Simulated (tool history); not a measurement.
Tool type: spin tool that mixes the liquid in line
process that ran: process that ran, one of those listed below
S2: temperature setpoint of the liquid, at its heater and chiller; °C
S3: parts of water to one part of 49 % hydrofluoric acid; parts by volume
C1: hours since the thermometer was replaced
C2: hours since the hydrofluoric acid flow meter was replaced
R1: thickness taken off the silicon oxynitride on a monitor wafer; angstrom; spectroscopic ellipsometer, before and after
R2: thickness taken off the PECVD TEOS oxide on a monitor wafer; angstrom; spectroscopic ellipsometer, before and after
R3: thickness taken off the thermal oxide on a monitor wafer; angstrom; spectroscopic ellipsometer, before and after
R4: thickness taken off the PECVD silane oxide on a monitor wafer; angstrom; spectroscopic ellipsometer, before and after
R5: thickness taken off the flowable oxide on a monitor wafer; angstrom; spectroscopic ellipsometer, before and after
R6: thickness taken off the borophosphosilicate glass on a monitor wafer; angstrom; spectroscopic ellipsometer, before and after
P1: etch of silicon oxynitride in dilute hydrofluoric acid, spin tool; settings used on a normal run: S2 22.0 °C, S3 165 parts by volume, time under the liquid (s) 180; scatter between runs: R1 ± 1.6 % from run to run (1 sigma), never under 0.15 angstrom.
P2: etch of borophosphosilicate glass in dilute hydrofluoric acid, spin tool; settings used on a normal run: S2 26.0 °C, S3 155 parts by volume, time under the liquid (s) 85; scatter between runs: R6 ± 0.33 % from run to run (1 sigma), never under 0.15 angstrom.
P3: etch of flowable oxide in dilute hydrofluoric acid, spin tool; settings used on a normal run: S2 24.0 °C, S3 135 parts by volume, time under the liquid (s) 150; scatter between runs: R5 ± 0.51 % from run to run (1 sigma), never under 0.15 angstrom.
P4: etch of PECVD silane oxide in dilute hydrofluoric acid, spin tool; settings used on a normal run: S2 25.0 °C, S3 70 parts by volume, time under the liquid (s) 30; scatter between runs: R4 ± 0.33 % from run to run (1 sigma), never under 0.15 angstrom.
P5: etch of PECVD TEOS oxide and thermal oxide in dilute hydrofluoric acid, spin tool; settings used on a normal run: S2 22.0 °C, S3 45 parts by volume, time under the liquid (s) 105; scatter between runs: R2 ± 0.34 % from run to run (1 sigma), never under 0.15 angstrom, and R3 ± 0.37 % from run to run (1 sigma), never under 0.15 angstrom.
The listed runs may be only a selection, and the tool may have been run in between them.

{"run": 1, "hour": 5.1, "process that ran": "P1", "S2": 22.0, "S3": 165, "time under the liquid (s)": 180, "C1": 1729.1, "C2": 542.3, "R1": 17.054}
{"run": 2, "hour": 8.4, "process that ran": "P5", "S2": 22.0, "S3": 45, "time under the liquid (s)": 50, "C1": 1732.4, "C2": 545.6, "R2": 198.55, "R3": 48.032}
{"run": 3, "hour": 13.3, "process that ran": "P4", "S2": 25.0, "S3": 20, "time under the liquid (s)": 30, "C1": 1737.3, "C2": 550.5, "R4": 469.56}
{"run": 4, "hour": 17.0, "process that ran": "P3", "S2": 24.0, "S3": 135, "time under the liquid (s)": 150, "C1": 1741.0, "C2": 554.2, "R5": 278.15}
{"run": 5, "hour": 21.8, "process that ran": "P3", "S2": 17.0, "S3": 135, "time under the liquid (s)": 150, "C1": 1745.8, "C2": 559.0, "R5": 210.87}
{"run": 6, "hour": 24.9, "process that ran": "P3", "S2": 24.0, "S3": 45, "time under the liquid (s)": 150, "C1": 1748.9, "C2": 562.1, "R5": 926.0}
{"run": 7, "hour": 29.9, "process that ran": "P3", "S2": 24.0, "S3": 135, "time under the liquid (s)": 150, "C1": 1753.9, "C2": 567.1, "R5": 277.79}
{"run": 8, "hour": 33.9, "process that ran": "P1", "S2": 26.0, "S3": 165, "time under the liquid (s)": 265, "C1": 1757.9, "C2": 571.1, "R1": 28.621}
{"run": 9, "hour": 36.5, "process that ran": "P1", "S2": 22.0, "S3": 165, "time under the liquid (s)": 180, "C1": 1760.5, "C2": 573.7, "R1": 16.432}
{"run": 10, "hour": 40.3, "process that ran": "P1", "S2": 22.0, "S3": 50, "time under the liquid (s)": 180, "C1": 1764.3, "C2": 577.5, "R1": 60.286}
{"run": 11, "hour": 42.8, "process that ran": "P5", "S2": 25.5, "S3": 45, "time under the liquid (s)": 105, "C1": 1766.8, "C2": 580.0, "R2": 484.72, "R3": 118.11}
{"run": 12, "hour": 48.1, "process that ran": "P2", "S2": 32.5, "S3": 155, "time under the liquid (s)": 85, "C1": 1772.1, "C2": 585.3, "R6": 276.89}
{"run": 13, "hour": 50.5, "process that ran": "P3", "S2": 24.0, "S3": 135, "time under the liquid (s)": 30, "C1": 1774.5, "C2": 587.7, "R5": 55.486}
{"run": 14, "hour": 53.1, "process that ran": "P1", "S2": 22.0, "S3": 260, "time under the liquid (s)": 180, "C1": 1777.1, "C2": 590.3, "R1": 9.9948}
{"run": 15, "hour": 56.5, "process that ran": "P1", "S2": 22.0, "S3": 165, "time under the liquid (s)": 180, "C1": 1780.5, "C2": 593.7, "R1": 16.545}
{"run": 16, "hour": 60.3, "process that ran": "P4", "S2": 25.0, "S3": 70, "time under the liquid (s)": 30, "C1": 1784.3, "C2": 597.5, "R4": 124.74}
{"run": 17, "hour": 64.9, "process that ran": "P1", "S2": 22.0, "S3": 165, "time under the liquid (s)": 180, "C1": 1788.9, "C2": 602.1, "R1": 16.811}
{"hour": 66.9, "done": "thermometer replaced"}
{"run": 18, "hour": 68.0, "process that ran": "P2", "S2": 26.0, "S3": 155, "time under the liquid (s)": 85, "C1": 1.1, "C2": 605.2, "R6": 219.17}
{"run": 19, "hour": 71.7, "process that ran": "P5", "S2": 22.0, "S3": 25, "time under the liquid (s)": 105, "C1": 4.8, "C2": 608.9, "R2": 772.91, "R3": 188.12}
{"run": 20, "hour": 74.5, "process that ran": "P1", "S2": 22.0, "S3": 165, "time under the liquid (s)": 85, "C1": 7.6, "C2": 611.7, "R1": 8.209}
{"run": 21, "hour": 78.6, "process that ran": "P2", "S2": 26.0, "S3": 220, "time under the liquid (s)": 85, "C1": 11.7, "C2": 615.8, "R6": 142.78}
{"run": 22, "hour": 82.5, "process that ran": "P4", "S2": 25.0, "S3": 70, "time under the liquid (s)": 15, "C1": 15.6, "C2": 619.7, "R4": 62.244}
{"run": 23, "hour": 87.1, "process that ran": "P1", "S2": 22.0, "S3": 165, "time under the liquid (s)": 330, "C1": 20.2, "C2": 624.3, "R1": 29.632}
{"run": 24, "hour": 90.5, "process that ran": "P1", "S2": 26.5, "S3": 165, "time under the liquid (s)": 180, "C1": 23.6, "C2": 627.7, "R1": 20.61}
{"run": 25, "hour": 92.9, "process that ran": "P1", "S2": 18.5, "S3": 165, "time under the liquid (s)": 180, "C1": 26.0, "C2": 630.1, "R1": 14.04}
{"run": 26, "hour": 96.8, "process that ran": "P2", "S2": 26.0, "S3": 155, "time under the liquid (s)": 35, "C1": 29.9, "C2": 634.0, "R6": 89.724}
{"run": 27, "hour": 100.8, "process that ran": "P1", "S2": 22.0, "S3": 165, "time under the liquid (s)": 180, "C1": 33.9, "C2": 638.0, "R1": 17.009}
{"run": 28, "hour": 106.0, "process that ran": "P4", "S2": 17.5, "S3": 70, "time under the liquid (s)": 30, "C1": 39.1, "C2": 643.2, "R4": 91.845}
{"run": 29, "hour": 110.7, "process that ran": "P5", "S2": 22.0, "S3": 45, "time under the liquid (s)": 105, "C1": 43.8, "C2": 647.9, "R2": 415.74, "R3": 101.51}
{"run": 30, "hour": 115.4, "process that ran": "P1", "S2": 22.0, "S3": 165, "time under the liquid (s)": 180, "C1": 48.5, "C2": 652.6, "R1": 16.829}
{"run": 31, "hour": 120.0, "process that ran": "P1", "S2": 22.0, "S3": 165, "time under the liquid (s)": 180, "C1": 53.1, "C2": 657.2, "R1": 15.871}
{"run": 32, "hour": 123.3, "process that ran": "P1", "S2": 22.0, "S3": 165, "time under the liquid (s)": 180, "C1": 56.4, "C2": 660.5, "R1": 15.266}
{"run": 33, "hour": 126.6, "process that ran": "P1", "S2": 22.0, "S3": 165, "time under the liquid (s)": 180, "C1": 59.7, "C2": 663.8, "R1": 15.054}
{"run": 34, "hour": 130.0, "process that ran": "P1", "S2": 22.0, "S3": 165, "time under the liquid (s)": 180, "C1": 63.1, "C2": 667.2, "R1": 15.246}
{"run": 35, "hour": 133.3, "process that ran": "P1", "S2": 22.0, "S3": 165, "time under the liquid (s)": 180, "C1": 66.4, "C2": 670.5, "R1": 15.029}
{"run": 36, "hour": 138.0, "process that ran": "P1", "S2": 22.0, "S3": 165, "time under the liquid (s)": 180, "C1": 71.1, "C2": 675.2, "R1": 14.661}

The log shows P1 creeping away from where it was. Any of the 2 causes listed here, at the size stated for it, fits the log just as well as the others:
A: liquid colder than its thermometer reads (K) = 1.97
B: hydrofluoric acid flow below the setpoint (%) = 7.86
Onset of the creep was near hour 115.4.

Consider the 4 single-wafer check runs listed below, results given as question marks: which one distinguishes between the causes by giving clearly different results for each?
{"run": "check 1", "hour": 142.7, "process that ran": "P5", "S2": 22.0, "S3": 35, "time under the liquid (s)": 105, "R2": "?", "R3": "?"}
{"run": "check 2", "hour": 142.7, "process that ran": "P4", "S2": 25.0, "S3": 45, "time under the liquid (s)": 15, "R4": "?"}
{"run": "check 3", "hour": 142.7, "process that ran": "P3", "S2": 19.0, "S3": 50, "time under the liquid (s)": 150, "R5": "?"}
{"run": "check 4", "hour": 142.7, "process that ran": "P2", "S2": 26.0, "S3": 210, "time under the liquid (s)": 85, "R6": "?"}

Predicted outcomes, by check and by cause:
check=check_1 result=R2 if_A=500.96 if_B=500.04
check=check_1 result=R3 if_A=122.130 if_B=121.910
check=check_2 result=R4 if_A=92.826 if_B=92.295
check=check_3 result=R5 if_A=619.970 if_B=618.760
check=check_4 result=R6 if_A=140.910 if_B=136.740
Minimum pairwise separation of causes per check, each pair taken at its best-separating result: check 1 0.18 %; check 2 0.57 %; check 3 0.2 %; check 4 3 %
Check 4 tells the causes apart: in the others they would give nearly the same result.

Check 4 was then run and gave: R6 140.580 angstrom. Which cause is it?

Of the candidate causes, it is A: liquid colder than its thermometer reads (K).
